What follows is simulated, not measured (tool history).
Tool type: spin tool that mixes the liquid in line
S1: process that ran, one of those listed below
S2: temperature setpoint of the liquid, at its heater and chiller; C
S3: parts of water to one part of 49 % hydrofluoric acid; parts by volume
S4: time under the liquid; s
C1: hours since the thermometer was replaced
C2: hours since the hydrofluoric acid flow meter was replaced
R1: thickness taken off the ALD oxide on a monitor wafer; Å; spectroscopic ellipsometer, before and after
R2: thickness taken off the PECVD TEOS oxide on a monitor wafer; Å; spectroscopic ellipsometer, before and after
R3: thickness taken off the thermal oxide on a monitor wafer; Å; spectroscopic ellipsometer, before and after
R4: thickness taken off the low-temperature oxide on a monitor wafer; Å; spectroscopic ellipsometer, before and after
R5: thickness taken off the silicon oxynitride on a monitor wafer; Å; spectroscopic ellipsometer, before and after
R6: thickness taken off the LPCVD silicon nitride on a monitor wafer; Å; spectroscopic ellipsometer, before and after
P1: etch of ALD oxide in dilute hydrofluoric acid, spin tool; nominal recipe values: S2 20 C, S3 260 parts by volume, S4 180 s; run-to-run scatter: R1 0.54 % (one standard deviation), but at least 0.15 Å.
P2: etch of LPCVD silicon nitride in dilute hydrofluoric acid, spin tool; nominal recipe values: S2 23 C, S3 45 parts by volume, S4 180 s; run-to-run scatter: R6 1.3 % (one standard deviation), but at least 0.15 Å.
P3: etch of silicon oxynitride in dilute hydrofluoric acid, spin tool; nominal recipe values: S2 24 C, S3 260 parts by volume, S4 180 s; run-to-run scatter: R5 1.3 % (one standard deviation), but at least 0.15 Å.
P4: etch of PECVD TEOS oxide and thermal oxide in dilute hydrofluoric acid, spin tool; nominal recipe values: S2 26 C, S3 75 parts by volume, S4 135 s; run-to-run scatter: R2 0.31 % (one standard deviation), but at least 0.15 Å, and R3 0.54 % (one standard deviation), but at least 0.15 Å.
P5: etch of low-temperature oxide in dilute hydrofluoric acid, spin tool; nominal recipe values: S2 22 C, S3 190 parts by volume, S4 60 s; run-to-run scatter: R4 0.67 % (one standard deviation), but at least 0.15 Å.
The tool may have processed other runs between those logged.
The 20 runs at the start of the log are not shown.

Run 21, day 7.867: S1 P1, S2 20 C, S3 130 parts by volume, S4 180 s; C1 155.8; C2 88. Result: R1 362.11 Å.
Run 22, day 8.162: S1 P4, S2 26 C, S3 130 parts by volume, S4 135 s; C1 162.9; C2 95.1. Result: R2 185.09 Å, R3 51.01 Å.
Run 23, day 8.525: S1 P2, S2 23 C, S3 45 parts by volume, S4 330 s; C1 171.6; C2 103.8. Result: R6 36.959 Å.
Run 24, day 8.921: S1 P2, S2 23 C, S3 80 parts by volume, S4 180 s; C1 181.1; C2 113.3. Result: R6 11.351 Å.
Run 25, day 9.375: S1 P1, S2 20 C, S3 260 parts by volume, S4 20 s; C1 192; C2 124.2. Result: R1 18.059 Å.
Run 26, day 9.667: S1 P2, S2 17 C, S3 45 parts by volume, S4 180 s; C1 199; C2 131.2. Result: R6 13.211 Å.
Run 27, day 10.038: S1 P3, S2 24 C, S3 470 parts by volume, S4 180 s; C1 207.9; C2 140.1. Result: R5 8.7203 Å.
Run 28, day 10.55: S1 P1, S2 17 C, S3 110 parts by volume, S4 180 s; C1 220.2; C2 152.4. Result: R1 385.76 Å.
Run 29, day 11.029: S1 P1, S2 20 C, S3 405 parts by volume, S4 315 s; C1 231.7; C2 163.9. Result: R1 158.04 Å.
Run 30, day 11.417: S1 P1, S2 20 C, S3 260 parts by volume, S4 180 s; C1 241; C2 173.2. Result: R1 161.31 Å.
Run 31, day 11.912: S1 P1, S2 17 C, S3 455 parts by volume, S4 180 s; C1 252.9; C2 185.1. Result: R1 69.945 Å.
Run 32, day 12.212: S1 P1, S2 20 C, S3 260 parts by volume, S4 180 s; C1 260.1; C2 192.3. Result: R1 160.56 Å.
Run 33, day 12.492: S1 P1, S2 20 C, S3 260 parts by volume, S4 180 s; C1 266.8; C2 199. Result: R1 158.7 Å.
Run 34, day 12.962: S1 P1, S2 20 C, S3 260 parts by volume, S4 180 s; C1 278.1; C2 210.3. Result: R1 153.65 Å.
Run 35, day 13.183: S1 P1, S2 20 C, S3 260 parts by volume, S4 180 s; C1 283.4; C2 215.6. Result: R1 153.57 Å.
Run 36, day 13.433: S1 P1, S2 20 C, S3 260 parts by volume, S4 180 s; C1 289.4; C2 221.6. Result: R1 151.29 Å.
Run 37, day 13.912: S1 P1, S2 20 C, S3 260 parts by volume, S4 180 s; C1 300.9; C2 233.1. Result: R1 152.52 Å.
Run 38, day 14.183: S1 P1, S2 20 C, S3 260 parts by volume, S4 180 s; C1 307.4; C2 239.6. Result: R1 150.14 Å.
Run 39, day 14.512: S1 P1, S2 20 C, S3 260 parts by volume, S4 180 s; C1 315.3; C2 247.5. Result: R1 150.7 Å.

Predict the results of run 40:
Run 40, day 15.025: S1 P1, S2 20 C, S3 260 parts by volume, S4 180 s; C1 327.6; C2 259.8. Result: R1 ?.

Run 40 produced R1 151.28 Å.
